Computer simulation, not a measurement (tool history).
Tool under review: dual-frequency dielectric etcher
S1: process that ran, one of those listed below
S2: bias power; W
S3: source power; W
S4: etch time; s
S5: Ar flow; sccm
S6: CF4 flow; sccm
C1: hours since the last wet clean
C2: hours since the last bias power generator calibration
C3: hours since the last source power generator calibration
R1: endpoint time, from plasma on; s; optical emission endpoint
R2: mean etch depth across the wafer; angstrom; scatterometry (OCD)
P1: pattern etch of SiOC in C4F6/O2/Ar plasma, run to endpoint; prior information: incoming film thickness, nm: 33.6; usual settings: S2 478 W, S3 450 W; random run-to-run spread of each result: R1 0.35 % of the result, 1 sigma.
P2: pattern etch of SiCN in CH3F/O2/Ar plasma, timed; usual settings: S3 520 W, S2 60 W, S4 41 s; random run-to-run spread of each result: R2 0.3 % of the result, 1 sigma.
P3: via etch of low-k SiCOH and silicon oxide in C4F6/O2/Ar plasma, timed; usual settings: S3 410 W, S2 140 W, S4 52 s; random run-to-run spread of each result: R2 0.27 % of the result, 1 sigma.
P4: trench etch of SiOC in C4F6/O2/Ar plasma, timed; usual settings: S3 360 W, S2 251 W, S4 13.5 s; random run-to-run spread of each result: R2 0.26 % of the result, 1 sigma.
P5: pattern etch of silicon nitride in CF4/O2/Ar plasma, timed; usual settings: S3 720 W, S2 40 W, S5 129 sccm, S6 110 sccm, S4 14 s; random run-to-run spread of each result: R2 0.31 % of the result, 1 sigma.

run    day  S1   S2   S3    S4   S5   S6     C1      C2     C3      R1      R2
  1  0.371  P1  478  450                  399.4  1682.8    726  11.336
  2  0.758  P1  617  590                  408.7  1692.1  735.3  9.3925
  3  1.146  P2   60  520    23              418  1701.4  744.6          92.301
  4  1.821  P3  140  410    52            434.2  1717.6  760.8          1162.8
  5  2.362  P2   60  380    41            447.2  1730.6  773.8          145.44
  6  2.725  P3   87  410    52            455.9  1739.3  782.5          1019.7
  7  3.475  P2   73  520    41            473.9  1757.3  800.5          175.78
  8  3.817  P5   40  720    10  129  110  482.1  1765.5  808.7          233.19
  9  4.417  P4  348  360  13.5            496.5  1779.9  823.1          339.28
 10  4.862  P1  478  450                  507.2  1790.6  833.8  11.386
 11  5.471  P2   60  520    41            521.8  1805.2  848.4          164.39
 12  5.925  P5   40  720    14  129  110  532.7  1816.1  859.3           327.4
 13  6.433  P1  478  280                  544.9  1828.3  871.5  13.554
     6.838  -- bias power generator calibrated
 14   6.95  P3  140  550    52            557.3     2.8  883.9          1300.4
 15  7.454  P1  478  590                  569.4    14.9    896  10.286
 16   7.95  P5   40  720    14  129  136  581.3    26.8  907.9          337.75
 17  8.679  P4  251  240  13.5            598.8    44.3  925.4          260.14
 18  9.267  P4  251  360     9            612.9    58.4  939.5          201.72
 19    9.9  P1  373  450                  628.1    73.6  954.7  12.455

Run 20 comes next. What will it give?
 20  10.417  P5  40  720  14  104  110  640.5  86  967.1       ?

{"run 20": {"R2": 334.2}}

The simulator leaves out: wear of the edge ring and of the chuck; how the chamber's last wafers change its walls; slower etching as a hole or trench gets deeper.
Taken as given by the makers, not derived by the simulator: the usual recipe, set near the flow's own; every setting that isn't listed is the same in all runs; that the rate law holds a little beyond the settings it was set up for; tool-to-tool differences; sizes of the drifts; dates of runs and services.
